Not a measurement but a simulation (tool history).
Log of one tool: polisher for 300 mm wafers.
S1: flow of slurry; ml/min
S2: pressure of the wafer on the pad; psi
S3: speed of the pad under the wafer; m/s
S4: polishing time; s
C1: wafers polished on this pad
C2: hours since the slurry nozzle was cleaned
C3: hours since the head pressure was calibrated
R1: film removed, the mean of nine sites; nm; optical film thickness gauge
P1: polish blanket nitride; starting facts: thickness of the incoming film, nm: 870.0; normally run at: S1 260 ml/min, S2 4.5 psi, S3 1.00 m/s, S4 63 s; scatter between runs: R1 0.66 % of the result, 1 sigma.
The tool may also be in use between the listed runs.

run   hour   S1   S2    S3  S4    C1     C2     C3       R1
  1    8.6  260  4.5  1.00  63   412  265.8  310.6  134.150
  2   22.4  260  4.5  1.00  63   530  279.6  324.4  133.470
  3   30.4  260  4.5  1.00  93   599  287.6  332.4  196.440
  4   38.0  375  4.5  1.00  63   664  295.2  340.0  138.150
  5   47.3  260  4.5  1.00  63   743  304.5  349.3  132.590
  6   55.4  260  4.5  1.60  63   813  312.6  357.4  194.410
  7   68.4  260  2.1  1.00  63   924  325.6  370.4   61.727
  8   77.1  260  4.5  0.48  63   998  334.3  379.1   73.810
  9   84.4  155  4.5  1.00  63  1061  341.6  386.4  124.850
 10   98.0  260  4.5  1.00  45  1177  355.2  400.0   95.509
 11  109.8  260  4.5  1.00  63  1278  367.0  411.8  134.320
 12  118.6  185  4.5  1.00  36  1354  375.8  420.6   72.702
 13  126.3  260  2.5  0.46  63  1419  383.5  428.3   40.193
 14  139.7  260  4.5  1.42  47  1534  396.9  441.7  130.630
 15  154.5  260  4.5  1.00  63  1661  411.7  456.5  131.880
 16  168.9  260  6.6  1.00  63  1784  426.1  470.9  196.580
 17  183.6  260  4.5  1.00  63  1910  440.8  485.6  133.550
 18  191.3  260  4.5  1.00  63  1976  448.5  493.3  132.040
 19  204.2  260  4.5  1.00  63  2086  461.4  506.2  130.420
 20  217.8  260  4.5  1.00  63  2202  475.0  519.8  128.500
     223.4  -- head pressure recalibrated
 21  227.5  260  4.5  1.00  63  2285  484.7    4.2  125.840
 22  242.9  260  4.5  1.00  63  2417  500.1   19.6  126.800
 23  252.6  260  4.5  1.00  63  2500  509.8   29.3  125.760

Run 24, settings as shown, results not yet in. Your forecast:
 24  264.3  260  4.5  1.00  63  2600  521.5  41.0   ?

Logged for run 24: R1 126.640 nm.

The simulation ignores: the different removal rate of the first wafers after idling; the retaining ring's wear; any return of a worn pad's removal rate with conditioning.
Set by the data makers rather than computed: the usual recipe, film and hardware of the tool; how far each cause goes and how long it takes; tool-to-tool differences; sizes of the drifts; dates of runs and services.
